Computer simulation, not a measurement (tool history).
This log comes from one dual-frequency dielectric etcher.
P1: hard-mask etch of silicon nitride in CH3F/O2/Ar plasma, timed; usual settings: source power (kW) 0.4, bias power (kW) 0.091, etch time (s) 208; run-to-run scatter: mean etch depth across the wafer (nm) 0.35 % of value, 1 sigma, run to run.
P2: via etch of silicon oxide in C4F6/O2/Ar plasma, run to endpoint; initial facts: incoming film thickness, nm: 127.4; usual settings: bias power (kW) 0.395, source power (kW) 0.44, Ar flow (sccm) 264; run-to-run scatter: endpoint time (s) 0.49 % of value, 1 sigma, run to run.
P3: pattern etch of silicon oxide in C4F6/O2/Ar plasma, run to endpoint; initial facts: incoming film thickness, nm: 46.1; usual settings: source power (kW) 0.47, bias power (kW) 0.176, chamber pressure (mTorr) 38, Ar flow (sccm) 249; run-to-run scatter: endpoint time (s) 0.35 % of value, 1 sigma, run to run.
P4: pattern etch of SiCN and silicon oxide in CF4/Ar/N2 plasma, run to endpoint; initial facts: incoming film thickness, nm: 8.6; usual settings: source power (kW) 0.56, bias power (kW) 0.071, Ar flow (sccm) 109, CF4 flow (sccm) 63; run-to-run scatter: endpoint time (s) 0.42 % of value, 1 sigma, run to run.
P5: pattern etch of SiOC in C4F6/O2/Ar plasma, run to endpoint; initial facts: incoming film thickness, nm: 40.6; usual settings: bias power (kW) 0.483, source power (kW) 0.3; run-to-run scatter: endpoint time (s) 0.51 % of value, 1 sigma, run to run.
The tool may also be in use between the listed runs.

| run | hour | process that ran | source power (kW) | bias power (kW) | etch time (s) | Ar flow (sccm) | CF4 flow (sccm) | chamber pressure (mTorr) | hours since the last wet clean | hours since the last source power generator calibration | hours since the last bias power generator calibration | mean etch depth across the wafer (nm) | endpoint time (s) |
|---|---|---|---|---|---|---|---|---|---|---|---|---|---|
| 1 | 2.9 | P1 | 0.4 | 0.091 | 208 |  |  |  | 336.7 | 1052.9 | 1484.1 | 153.1 |  |
| 2 | 6.3 | P2 | 0.44 | 0.395 |  | 264 |  |  | 340.1 | 1056.3 | 1487.5 |  | 28.964 |
| 3 | 9.9 | P1 | 0.49 | 0.091 | 208 |  |  |  | 343.7 | 1059.9 | 1491.1 | 164.93 |  |
| 4 | 12.7 | P4 | 0.56 | 0.092 |  | 109 | 63 |  | 346.5 | 1062.7 | 1493.9 |  | 7.894 |
| 5 | 15.7 | P1 | 0.4 | 0.091 | 265 |  |  |  | 349.5 | 1065.7 | 1496.9 | 194.98 |  |
| 6 | 19.4 | P1 | 0.3 | 0.107 | 208 |  |  |  | 353.2 | 1069.4 | 1500.6 | 145.92 |  |
| 7 | 24.9 | P4 | 0.56 | 0.071 |  | 109 | 63 |  | 358.7 | 1074.9 | 1506.1 |  | 8.6174 |
| 8 | 28.4 | P2 | 0.44 | 0.395 |  | 264 |  |  | 362.2 | 1078.4 | 1509.6 |  | 28.672 |
| 9 | 33.1 | P1 | 0.4 | 0.129 | 208 |  |  |  | 366.9 | 1083.1 | 1514.3 | 173.57 |  |
| 10 | 36.1 | P2 | 0.44 | 0.557 |  | 264 |  |  | 369.9 | 1086.1 | 1517.3 |  | 25.355 |
| 11 | 41.1 | P3 | 0.47 | 0.176 |  | 249 |  | 38 | 374.9 | 1091.1 | 1522.3 |  | 14.361 |
|  | 43.8 | wet clean of the chamber |
| 12 | 45.3 | P1 | 0.4 | 0.091 | 208 |  |  |  | 1.6 | 1095.3 | 1526.5 | 153.29 |  |
| 13 | 48.4 | P1 | 0.4 | 0.053 | 208 |  |  |  | 4.7 | 1098.4 | 1529.6 | 127.13 |  |
| 14 | 52.3 | P2 | 0.59 | 0.395 |  | 264 |  |  | 8.6 | 1102.3 | 1533.5 |  | 25.617 |
| 15 | 57.2 | P4 | 0.56 | 0.071 |  | 109 | 63 |  | 13.5 | 1107.2 | 1538.4 |  | 8.6339 |
| 16 | 62.8 | P3 | 0.47 | 0.176 |  | 249 |  | 46 | 19.1 | 1112.8 | 1544 |  | 14.724 |
| 17 | 65.9 | P1 | 0.29 | 0.091 | 208 |  |  |  | 22.2 | 1115.9 | 1547.1 | 136.53 |  |
| 18 | 69.9 | P1 | 0.4 | 0.091 | 208 |  |  |  | 26.2 | 1119.9 | 1551.1 | 153.24 |  |
| 19 | 74.1 | P3 | 0.47 | 0.225 |  | 249 |  | 38 | 30.4 | 1124.1 | 1555.3 |  | 13.286 |
| 20 | 78.3 | P5 | 0.3 | 0.285 |  |  |  |  | 34.6 | 1128.3 | 1559.5 |  | 18.199 |
| 21 | 82.3 | P2 | 0.44 | 0.395 |  | 342 |  |  | 38.6 | 1132.3 | 1563.5 |  | 29.377 |
| 22 | 86.1 | P5 | 0.3 | 0.483 |  |  |  |  | 42.4 | 1136.1 | 1567.3 |  | 15.201 |
| 23 | 89.2 | P3 | 0.59 | 0.176 |  | 249 |  | 38 | 45.5 | 1139.2 | 1570.4 |  | 13.029 |
| 24 | 95.2 | P4 | 0.71 | 0.071 |  | 109 | 63 |  | 51.5 | 1145.2 | 1576.4 |  | 6.9715 |
| 25 | 98.8 | P1 | 0.4 | 0.075 | 300.5 |  |  |  | 55.1 | 1148.8 | 1580 | 207.44 |  |
| 26 | 105.1 | P4 | 0.56 | 0.071 |  | 109 | 44 |  | 61.4 | 1155.1 | 1586.3 |  | 9.1342 |
| 27 | 109.1 | P3 | 0.47 | 0.176 |  | 334 |  | 38 | 65.4 | 1159.1 | 1590.3 |  | 14.806 |
| 28 | 114.4 | P1 | 0.4 | 0.091 | 208 |  |  |  | 70.7 | 1164.4 | 1595.6 | 153.65 |  |
| 29 | 118.8 | P1 | 0.52 | 0.091 | 153.5 |  |  |  | 75.1 | 1168.8 | 1600 | 125.31 |  |
| 30 | 122.3 | P5 | 0.3 | 0.483 |  |  |  |  | 78.6 | 1172.3 | 1603.5 |  | 15.263 |
| 31 | 128.3 | P1 | 0.4 | 0.091 | 138.5 |  |  |  | 84.6 | 1178.3 | 1609.5 | 101.8 |  |
| 32 | 132.7 | P5 | 0.21 | 0.483 |  |  |  |  | 89 | 1182.7 | 1613.9 |  | 17.225 |
| 33 | 138 | P4 | 0.56 | 0.071 |  | 149 | 63 |  | 94.3 | 1188 | 1619.2 |  | 9.1174 |
| 34 | 141 | P1 | 0.4 | 0.091 | 208 |  |  |  | 97.3 | 1191 | 1622.2 | 152.97 |  |
| 35 | 144.8 | P1 | 0.4 | 0.091 | 208 |  |  |  | 101.1 | 1194.8 | 1626 | 153.21 |  |
| 36 | 148.6 | P1 | 0.4 | 0.091 | 208 |  |  |  | 104.9 | 1198.6 | 1629.8 | 154.34 |  |
| 37 | 153.6 | P1 | 0.4 | 0.091 | 208 |  |  |  | 109.9 | 1203.6 | 1634.8 | 154.22 |  |
| 38 | 157.8 | P1 | 0.4 | 0.091 | 208 |  |  |  | 114.1 | 1207.8 | 1639 | 155.01 |  |
| 39 | 161.6 | P1 | 0.4 | 0.091 | 208 |  |  |  | 117.9 | 1211.6 | 1642.8 | 155.28 |  |
| 40 | 167.2 | P1 | 0.4 | 0.091 | 208 |  |  |  | 123.5 | 1217.2 | 1648.4 | 156.09 |  |
| 41 | 171.6 | P1 | 0.4 | 0.091 | 208 |  |  |  | 127.9 | 1221.6 | 1652.8 | 155.79 |  |

For run 42, what comes out?
|  | 173.3 | wet clean of the chamber |
| 42 | 177.9 | P1 | 0.4 | 0.091 | 208 |  |  |  | 4.6 | 1227.9 | 1659.1 | ? |  |

Run 42 measured mean etch depth across the wafer (nm) 156.11.

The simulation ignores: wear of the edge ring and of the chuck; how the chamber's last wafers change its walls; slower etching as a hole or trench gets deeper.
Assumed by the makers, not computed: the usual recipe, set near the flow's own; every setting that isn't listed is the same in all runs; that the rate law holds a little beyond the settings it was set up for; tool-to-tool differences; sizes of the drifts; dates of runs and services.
